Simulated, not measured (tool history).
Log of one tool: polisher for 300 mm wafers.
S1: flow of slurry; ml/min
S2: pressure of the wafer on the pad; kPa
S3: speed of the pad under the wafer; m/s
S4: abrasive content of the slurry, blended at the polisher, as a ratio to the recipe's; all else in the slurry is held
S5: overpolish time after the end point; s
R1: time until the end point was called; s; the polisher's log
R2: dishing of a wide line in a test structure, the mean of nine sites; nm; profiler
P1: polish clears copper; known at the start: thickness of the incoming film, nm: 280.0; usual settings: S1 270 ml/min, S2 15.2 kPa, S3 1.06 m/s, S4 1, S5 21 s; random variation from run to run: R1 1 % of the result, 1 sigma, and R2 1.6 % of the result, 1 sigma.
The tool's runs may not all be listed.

| run | day | S1 | S2 | S3 | S4 | S5 | R1 | R2 |
|---|---|---|---|---|---|---|---|---|
| 1 | 0.338 | 270 | 15.2 | 1.06 | 1 | 21 | 96.166 | 30.789 |
| 2 | 0.658 | 270 | 15.2 | 1.06 | 1 | 21 | 95.206 | 30.101 |
| 3 | 0.808 | 160 | 15.2 | 1.06 | 1 | 21 | 103.94 | 29.952 |
| 4 | 1.129 | 270 | 15.2 | 1.06 | 1 | 21 | 95.92 | 31.159 |
| 5 | 1.383 | 270 | 22.1 | 1.06 | 1 | 21 | 66.245 | 38.09 |
| 6 | 1.604 | 270 | 15.2 | 1.66 | 1 | 21 | 62.27 | 38.551 |
|  | 1.746 | head pressure recalibrated |
| 7 | 1.8 | 270 | 15.2 | 1.06 | 0.5 | 21 | 110.81 | 28.41 |
| 8 | 2.067 | 270 | 15.2 | 1.06 | 1 | 21 | 97.18 | 30.656 |
| 9 | 2.362 | 270 | 15.2 | 0.64 | 1 | 21 | 157.38 | 21.415 |
| 10 | 2.596 | 405 | 15.2 | 1.06 | 1 | 21 | 92.721 | 30.99 |
| 11 | 2.8 | 270 | 15.2 | 1.06 | 1 | 21 | 94.948 | 30.803 |
| 12 | 3.112 | 270 | 15.2 | 1.06 | 1 | 40 | 95.751 | 42.576 |
| 13 | 3.408 | 270 | 10.3 | 1.38 | 1 | 21 | 107.63 | 27.059 |
| 14 | 3.604 | 270 | 15.2 | 1.06 | 1 | 21 | 96.416 | 30.392 |
| 15 | 3.783 | 270 | 15.2 | 1.06 | 1 | 6 | 95.546 | 11.818 |
| 16 | 3.946 | 270 | 15.2 | 1.06 | 1.35 | 21 | 90.368 | 32.419 |
|  | 4.183 | slurry nozzle cleaned |
| 17 | 4.221 | 270 | 15.2 | 1.42 | 1 | 35 | 71.404 | 44.508 |
| 18 | 4.479 | 270 | 10.3 | 1.06 | 1 | 8 | 141.23 | 10.554 |
| 19 | 4.783 | 270 | 8.3 | 1.06 | 1 | 21 | 177.59 | 19.156 |
| 20 | 4.962 | 270 | 15.2 | 1.06 | 1 | 21 | 95.464 | 30.234 |
| 21 | 5.229 | 270 | 15.2 | 1.06 | 1 | 21 | 97.68 | 30.245 |
| 22 | 5.538 | 270 | 15.2 | 1.06 | 1 | 21 | 99.61 | 29.393 |
|  | 5.65 | head pressure recalibrated |
| 23 | 5.867 | 270 | 15.2 | 1.06 | 1 | 21 | 101.8 | 29.343 |
| 24 | 6.05 | 270 | 15.2 | 1.06 | 1 | 21 | 99.909 | 29.749 |
|  | 6.158 | slurry blender recalibrated |
| 25 | 6.254 | 270 | 15.2 | 1.06 | 1 | 21 | 101.6 | 29.859 |
| 26 | 6.562 | 270 | 15.2 | 1.06 | 1 | 21 | 102.26 | 30.372 |
| 27 | 6.821 | 270 | 15.2 | 1.06 | 1 | 21 | 102.27 | 29.848 |

What P1 gives has crept away from where it was. These 2 causes fit the log equally well, each at the size given:
A: slurry flow missing at the pad, % = 35.2
B: removal rate lost through wear of the pad, % = 5.18
The creep began at about day 4.962.
Why every other cause is out:
head's pressure below its setpoint, %: serviced at day 5.65, which brought nothing back
abrasive missing from the slurry, %: serviced at day 6.158, which brought nothing back

4 check runs are offered, each on 5 wafers whose results are averaged, their results left as question marks. Which one tells the causes apart?
| check 1 | 7.079 | 160 | 15.2 | 1.42 | 1 | 21 | ? | ? |
| check 2 | 7.079 | 270 | 15.2 | 0.8 | 1 | 21 | ? | ? |
| check 3 | 7.079 | 270 | 15.2 | 1.06 | 1 | 35 | ? | ? |
| check 4 | 7.079 | 270 | 20 | 1.06 | 1 | 38 | ? | ? |

What each check would give under each cause:
| check | result | if A | if B |
|---|---|---|---|
| check 1 | R1 | 83.847 | 81.122 |
| check 1 | R2 | 33.305 | 33.915 |
| check 2 | R1 | 134.65 | 134.66 |
| check 2 | R2 | 24.693 | 24.692 |
| check 3 | R1 | 101.62 | 101.63 |
| check 3 | R2 | 39.007 | 39.005 |
| check 4 | R1 | 77.092 | 77.1 |
| check 4 | R2 | 46.316 | 46.314 |
How far apart the two closest causes lie, in the result that separates them most: check 1 3.3 %; check 2 0.01 %; check 3 0.01 %; check 4 0.01 %
Check 1 tells the causes apart: in the others they would give nearly the same result.

Then check 1 was run and gave: R1 81.476 s; R2 33.949 nm. Which cause is it?

It is B: removal rate lost through wear of the pad, %.
